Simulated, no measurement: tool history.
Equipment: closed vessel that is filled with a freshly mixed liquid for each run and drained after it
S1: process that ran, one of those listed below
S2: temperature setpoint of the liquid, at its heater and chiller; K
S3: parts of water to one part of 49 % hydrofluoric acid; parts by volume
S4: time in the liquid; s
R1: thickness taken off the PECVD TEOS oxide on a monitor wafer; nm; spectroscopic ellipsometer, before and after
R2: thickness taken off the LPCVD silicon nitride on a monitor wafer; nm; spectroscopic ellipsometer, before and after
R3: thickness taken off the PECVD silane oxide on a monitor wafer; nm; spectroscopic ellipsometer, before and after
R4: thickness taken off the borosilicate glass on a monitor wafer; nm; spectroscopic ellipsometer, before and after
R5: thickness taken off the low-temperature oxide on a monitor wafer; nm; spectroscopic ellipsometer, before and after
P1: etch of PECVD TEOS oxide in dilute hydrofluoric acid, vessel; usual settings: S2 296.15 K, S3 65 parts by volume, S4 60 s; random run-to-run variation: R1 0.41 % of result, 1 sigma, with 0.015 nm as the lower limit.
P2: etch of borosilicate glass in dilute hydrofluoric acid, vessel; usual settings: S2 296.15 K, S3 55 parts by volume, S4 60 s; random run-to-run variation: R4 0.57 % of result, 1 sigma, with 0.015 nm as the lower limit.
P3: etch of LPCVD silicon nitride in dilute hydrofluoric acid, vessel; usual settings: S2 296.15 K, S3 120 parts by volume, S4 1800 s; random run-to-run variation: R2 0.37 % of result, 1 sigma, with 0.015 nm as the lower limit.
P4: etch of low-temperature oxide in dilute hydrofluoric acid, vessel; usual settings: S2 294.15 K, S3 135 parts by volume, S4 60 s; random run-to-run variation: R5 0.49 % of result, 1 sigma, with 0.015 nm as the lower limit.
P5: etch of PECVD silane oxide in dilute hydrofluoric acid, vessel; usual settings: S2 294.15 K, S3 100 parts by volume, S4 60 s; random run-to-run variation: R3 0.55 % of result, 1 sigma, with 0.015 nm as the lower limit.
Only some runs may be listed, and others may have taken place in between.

run     day  S1      S2   S3    S4       R1       R2      R3       R4      R5
  1   0.500  P1  296.15   65    60  12.9890
  2   1.121  P3  296.15  120  3270           15.0150
  3   1.662  P1  296.15   65    60  13.0700
  4   2.021  P5  294.15  180    60                    10.643
  5   2.679  P1  296.15   65   110  23.8550
  6   3.229  P3  296.15   45  1800           21.5820
  7   3.775  P1  290.15   65    60  10.1040
  8   4.400  P2  296.15   55   115                             67.910
  9   4.796  P1  296.15  110    60   7.2434
 10   5.325  P4  294.15  135    60                                     6.9498
      5.379  -- thermometer replaced
 11   5.933  P3  296.15  120  1800            8.2600
 12   6.508  P1  296.15   65    30   6.5167
 13   6.883  P1  304.65   65    60  18.1290
 14   7.358  P1  296.15   65    60  12.9380
 15   7.779  P2  296.15   55    60                             35.126
 16   8.238  P1  296.15   40    60  21.8590
 17   8.654  P4  294.15  220    60                                     3.8873
 18   9.162  P2  296.15   55    60                             35.636
 19   9.508  P5  290.15  100    60                    17.799
 20  10.071  P2  296.15   20    60                            102.530
 21  10.433  P4  294.15  135    60                                     6.9267
 22  11.017  P1  296.15   65    60  13.0540
 23  11.650  P5  294.15  100   115                    39.889
 24  12.125  P3  290.15  120  1800            5.4824
 25  12.588  P5  294.15  100    60                    20.804
 26  13.075  P1  296.15   35    35  14.7400
 27  13.362  P5  294.15  100    60                    20.805
 28  14.012  P4  294.15  135    30                                     3.4796
 29  14.408  P1  296.15   65    60  13.0290
 30  15.042  P1  303.15   65    30   8.6155
 31  15.708  P4  300.15  135    60                                     8.7489
 32  16.125  P2  304.15   55    60                             49.192
 33  16.646  P1  296.15   65    60  13.0110
 34  17.242  P1  296.15   65    60  12.7260
 35  17.712  P1  296.15   65    60  12.3730
 36  18.104  P1  296.15   65    60  12.3080
 37  18.621  P1  296.15   65    60  12.2060
 38  18.946  P1  296.15   65    60  12.1730
 39  19.292  P1  296.15   65    60  12.2110
 40  19.838  P1  296.15   65    60  12.1240
 41  20.354  P1  296.15   65    60  12.1380
 42  20.646  P1  296.15   65    60  12.1110
 43  21.258  P1  296.15   65    60  12.1270
 44  21.654  P1  296.15   65    60  12.1240

The log shows P1 creeping away from where it was. Any of the 2 causes listed here, at the size stated for it, fits the log just as well as the others:
A: hydrofluoric acid flow below the setpoint (%) = 6.66
B: liquid colder than its thermometer reads (K) = 1.81
The onset of the drift is placed at about day 16.646.

Which of the 4 check runs listed below separates the causes, so that each cause would produce a clearly different result? Each run uses one wafer, and its results are marked with question marks.
check 1  22.050  P5  294.15  100    60           ?
check 2  22.050  P3  296.15  120  1800       ?
check 3  22.050  P4  294.15  135    60                   ?
check 4  22.050  P2  296.15   55    60               ?

What every check run would give for each of its results, assuming each possible cause in turn:
  check  result    if A    if B
check 1      R3  19.337  19.392
check 2      R2  7.7178  7.3247
check 3      R5  6.3981  6.4409
check 4      R4  33.016  32.968
Minimum pairwise separation of causes per check, each pair taken at its best-separating result: check 1 0.28 %; check 2 5.23 %; check 3 0.67 %; check 4 0.15 %
Check 2 tells the causes apart: in the others they would give nearly the same result.

After running check 2, the following was obtained: R2 7.3072 nm. Which cause does this point to?

Of the candidate causes, it is B: liquid colder than its thermometer reads (K).

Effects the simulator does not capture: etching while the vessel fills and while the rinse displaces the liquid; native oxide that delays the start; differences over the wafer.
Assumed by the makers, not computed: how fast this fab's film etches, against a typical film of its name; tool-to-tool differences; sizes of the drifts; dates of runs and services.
